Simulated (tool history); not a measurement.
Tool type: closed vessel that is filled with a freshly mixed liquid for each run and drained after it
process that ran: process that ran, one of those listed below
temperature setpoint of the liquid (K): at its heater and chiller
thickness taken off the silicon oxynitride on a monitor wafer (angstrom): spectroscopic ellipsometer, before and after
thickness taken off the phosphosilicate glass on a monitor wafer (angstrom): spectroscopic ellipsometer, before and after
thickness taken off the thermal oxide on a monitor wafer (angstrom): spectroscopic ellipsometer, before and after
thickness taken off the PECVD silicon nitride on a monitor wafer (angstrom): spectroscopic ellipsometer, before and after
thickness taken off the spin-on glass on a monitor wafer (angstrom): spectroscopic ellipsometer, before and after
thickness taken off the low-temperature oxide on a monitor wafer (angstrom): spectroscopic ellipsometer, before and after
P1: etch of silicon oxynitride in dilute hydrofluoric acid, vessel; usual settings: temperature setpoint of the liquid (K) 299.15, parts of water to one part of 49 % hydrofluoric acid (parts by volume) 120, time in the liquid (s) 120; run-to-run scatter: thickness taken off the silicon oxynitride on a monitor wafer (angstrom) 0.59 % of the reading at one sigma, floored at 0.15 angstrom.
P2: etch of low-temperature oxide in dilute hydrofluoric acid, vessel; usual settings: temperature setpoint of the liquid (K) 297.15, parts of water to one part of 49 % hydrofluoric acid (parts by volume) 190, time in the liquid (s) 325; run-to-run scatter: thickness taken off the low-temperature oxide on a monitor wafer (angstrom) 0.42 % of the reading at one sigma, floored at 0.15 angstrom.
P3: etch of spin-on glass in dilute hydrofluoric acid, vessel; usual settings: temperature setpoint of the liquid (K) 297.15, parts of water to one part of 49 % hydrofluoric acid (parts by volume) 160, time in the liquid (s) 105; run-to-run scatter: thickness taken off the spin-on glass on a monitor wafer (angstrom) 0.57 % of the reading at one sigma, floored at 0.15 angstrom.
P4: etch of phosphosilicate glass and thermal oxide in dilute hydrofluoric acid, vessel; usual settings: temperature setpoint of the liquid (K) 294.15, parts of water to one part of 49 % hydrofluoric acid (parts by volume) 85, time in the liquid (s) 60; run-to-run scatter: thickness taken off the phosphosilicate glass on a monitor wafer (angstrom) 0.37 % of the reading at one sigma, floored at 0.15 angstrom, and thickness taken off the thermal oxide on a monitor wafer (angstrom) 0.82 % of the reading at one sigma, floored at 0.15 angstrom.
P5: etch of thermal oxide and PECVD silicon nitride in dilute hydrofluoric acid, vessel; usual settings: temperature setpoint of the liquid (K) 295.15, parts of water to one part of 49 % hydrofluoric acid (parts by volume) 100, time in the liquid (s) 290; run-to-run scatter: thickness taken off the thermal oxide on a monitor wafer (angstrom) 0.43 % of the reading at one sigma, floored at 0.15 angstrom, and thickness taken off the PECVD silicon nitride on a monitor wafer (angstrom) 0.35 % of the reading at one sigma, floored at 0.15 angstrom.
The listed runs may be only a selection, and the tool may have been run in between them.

| run | hour | process that ran | temperature setpoint of the liquid (K) | parts of water to one part of 49 % hydrofluoric acid (parts by volume) | time in the liquid (s) | hours since the thermometer was replaced | hours since the hydrofluoric acid flow meter was replaced | thickness taken off the silicon oxynitride on a monitor wafer (angstrom) | thickness taken off the phosphosilicate glass on a monitor wafer (angstrom) | thickness taken off the thermal oxide on a monitor wafer (angstrom) | thickness taken off the PECVD silicon nitride on a monitor wafer (angstrom) | thickness taken off the spin-on glass on a monitor wafer (angstrom) | thickness taken off the low-temperature oxide on a monitor wafer (angstrom) |
|---|---|---|---|---|---|---|---|---|---|---|---|---|---|
| 1 | 4.6 | P1 | 299.15 | 120 | 120 | 2088.5 | 1562.4 | 44.918 |  |  |  |  |  |
| 2 | 10.4 | P4 | 294.15 | 85 | 60 | 2094.3 | 1568.2 |  | 781.89 | 29.636 |  |  |  |
| 3 | 15.9 | P1 | 299.15 | 120 | 45 | 2099.8 | 1573.7 | 17.049 |  |  |  |  |  |
| 4 | 22.1 | P5 | 295.15 | 100 | 290 | 2106.0 | 1579.9 |  |  | 130.130 | 121.740 |  |  |
| 5 | 29.1 | P1 | 292.65 | 185 | 120 | 2113.0 | 1586.9 | 20.885 |  |  |  |  |  |
| 6 | 36.7 | P3 | 297.15 | 160 | 210 | 2120.6 | 1594.5 |  |  |  |  | 426.68 |  |
| 7 | 40.8 | P1 | 305.65 | 120 | 120 | 2124.7 | 1598.6 | 60.558 |  |  |  |  |  |
| 8 | 48.3 | P2 | 297.15 | 65 | 325 | 2132.2 | 1606.1 |  |  |  |  |  | 1457.30 |
| 9 | 54.4 | P1 | 293.65 | 120 | 120 | 2138.3 | 1612.2 | 34.708 |  |  |  |  |  |
| 10 | 60.1 | P3 | 297.15 | 160 | 105 | 2144.0 | 1617.9 |  |  |  |  | 213.77 |  |
| 11 | 67.5 | P1 | 299.15 | 120 | 180 | 2151.4 | 1625.3 | 68.126 |  |  |  |  |  |
| 12 | 74.4 | P2 | 297.15 | 190 | 605 | 2158.3 | 1632.2 |  |  |  |  |  | 806.63 |
| 13 | 80.0 | P1 | 299.15 | 35 | 120 | 2163.9 | 1637.8 | 166.350 |  |  |  |  |  |
| 14 | 87.7 | P3 | 297.15 | 45 | 105 | 2171.6 | 1645.5 |  |  |  |  | 871.87 |  |
| 15 | 93.2 | P2 | 297.15 | 190 | 325 | 2177.1 | 1651.0 |  |  |  |  |  | 433.65 |
| 16 | 97.2 | P1 | 294.65 | 25 | 120 | 2181.1 | 1655.0 | 188.520 |  |  |  |  |  |
| 17 | 101.2 | P4 | 294.15 | 50 | 60 | 2185.1 | 1659.0 |  | 1373.10 | 52.398 |  |  |  |
| 18 | 106.6 | P5 | 303.15 | 100 | 290 | 2190.5 | 1664.4 |  |  | 178.470 | 205.180 |  |  |
|  | 110.3 | thermometer replaced |
| 19 | 113.6 | P1 | 299.15 | 180 | 120 | 3.4 | 1671.4 | 28.387 |  |  |  |  |  |
| 20 | 119.5 | P1 | 299.15 | 120 | 120 | 9.3 | 1677.3 | 45.449 |  |  |  |  |  |
| 21 | 123.6 | P4 | 294.15 | 85 | 30 | 13.4 | 1681.4 |  | 389.95 | 15.129 |  |  |  |
| 22 | 130.6 | P1 | 305.65 | 75 | 120 | 20.4 | 1688.4 | 101.710 |  |  |  |  |  |
| 23 | 137.8 | P5 | 295.15 | 100 | 30 | 27.6 | 1695.6 |  |  | 13.419 | 12.586 |  |  |
| 24 | 141.3 | P1 | 299.15 | 120 | 120 | 31.1 | 1699.1 | 45.350 |  |  |  |  |  |
| 25 | 146.6 | P4 | 294.15 | 85 | 60 | 36.4 | 1704.4 |  | 773.34 | 29.501 |  |  |  |
| 26 | 150.7 | P2 | 304.15 | 190 | 325 | 40.5 | 1708.5 |  |  |  |  |  | 556.73 |
| 27 | 158.7 | P5 | 295.15 | 25 | 290 | 48.5 | 1716.5 |  |  | 569.130 | 471.840 |  |  |
| 28 | 166.0 | P4 | 290.15 | 85 | 60 | 55.8 | 1723.8 |  | 656.16 | 25.133 |  |  |  |
| 29 | 173.7 | P1 | 299.15 | 120 | 120 | 63.5 | 1731.5 | 45.442 |  |  |  |  |  |
| 30 | 177.3 | P3 | 302.15 | 160 | 105 | 67.1 | 1735.1 |  |  |  |  | 256.42 |  |
| 31 | 183.0 | P1 | 299.15 | 120 | 120 | 72.8 | 1740.8 | 45.297 |  |  |  |  |  |
| 32 | 186.8 | P1 | 299.15 | 120 | 120 | 76.6 | 1744.6 | 43.786 |  |  |  |  |  |

What will run 33 give?
| 33 | 192.2 | P1 | 299.15 | 120 | 120 | 82.0 | 1750.0 | ? |  |  |  |  |  |

Logged for run 33: thickness taken off the silicon oxynitride on a monitor wafer (angstrom) 43.102.
